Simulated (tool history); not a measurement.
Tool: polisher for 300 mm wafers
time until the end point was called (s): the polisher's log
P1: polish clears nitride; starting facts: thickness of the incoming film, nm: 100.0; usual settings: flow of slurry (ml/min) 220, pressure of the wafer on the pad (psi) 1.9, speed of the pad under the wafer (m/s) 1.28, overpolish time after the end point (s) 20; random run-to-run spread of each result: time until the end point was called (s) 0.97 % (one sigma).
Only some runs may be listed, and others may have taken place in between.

| run | hour | flow of slurry (ml/min) | pressure of the wafer on the pad (psi) | speed of the pad under the wafer (m/s) | overpolish time after the end point (s) | wafers polished on this pad | hours since the slurry nozzle was cleaned | hours since the head pressure was calibrated | time until the end point was called (s) |
|---|---|---|---|---|---|---|---|---|---|
| 1 | 7.4 | 220 | 1.9 | 1.28 | 20 | 595 | 271.5 | 366.3 | 137.790 |
| 2 | 11.9 | 220 | 1.9 | 1.28 | 6 | 644 | 276.0 | 370.8 | 137.080 |
| 3 | 17.3 | 220 | 1.9 | 1.28 | 20 | 703 | 281.4 | 376.2 | 137.300 |
| 4 | 25.1 | 220 | 1.9 | 1.28 | 20 | 788 | 289.2 | 384.0 | 136.380 |
| 5 | 32.2 | 320 | 1.9 | 1.28 | 20 | 865 | 296.3 | 391.1 | 133.960 |
| 6 | 38.8 | 130 | 1.9 | 1.28 | 20 | 937 | 302.9 | 397.7 | 148.550 |
| 7 | 44.7 | 290 | 2.4 | 1.28 | 20 | 1002 | 308.8 | 403.6 | 105.570 |
| 8 | 54.5 | 220 | 1.9 | 1.28 | 36 | 1108 | 318.6 | 413.4 | 134.990 |
| 9 | 60.3 | 220 | 1.9 | 0.58 | 20 | 1172 | 324.4 | 419.2 | 301.270 |
| 10 | 66.5 | 220 | 1.9 | 1.94 | 20 | 1239 | 330.6 | 425.4 | 88.989 |
| 11 | 73.5 | 220 | 3.0 | 1.28 | 20 | 1316 | 337.6 | 432.4 | 86.670 |
| 12 | 83.1 | 220 | 1.9 | 1.28 | 20 | 1420 | 347.2 | 442.0 | 135.760 |
| 13 | 89.3 | 220 | 0.9 | 1.28 | 20 | 1488 | 353.4 | 448.2 | 284.190 |
| 14 | 95.7 | 220 | 1.9 | 1.28 | 20 | 1558 | 359.8 | 454.6 | 137.030 |
| 15 | 103.9 | 220 | 1.9 | 1.28 | 20 | 1647 | 368.0 | 462.8 | 138.170 |
| 16 | 112.2 | 220 | 1.9 | 1.28 | 20 | 1738 | 376.3 | 471.1 | 142.520 |

What will run 17 give?
| 17 | 116.7 | 220 | 1.9 | 1.28 | 20 | 1787 | 380.8 | 475.6 | ? |

{"run 17": {"time until the end point was called (s)": 143.89}}
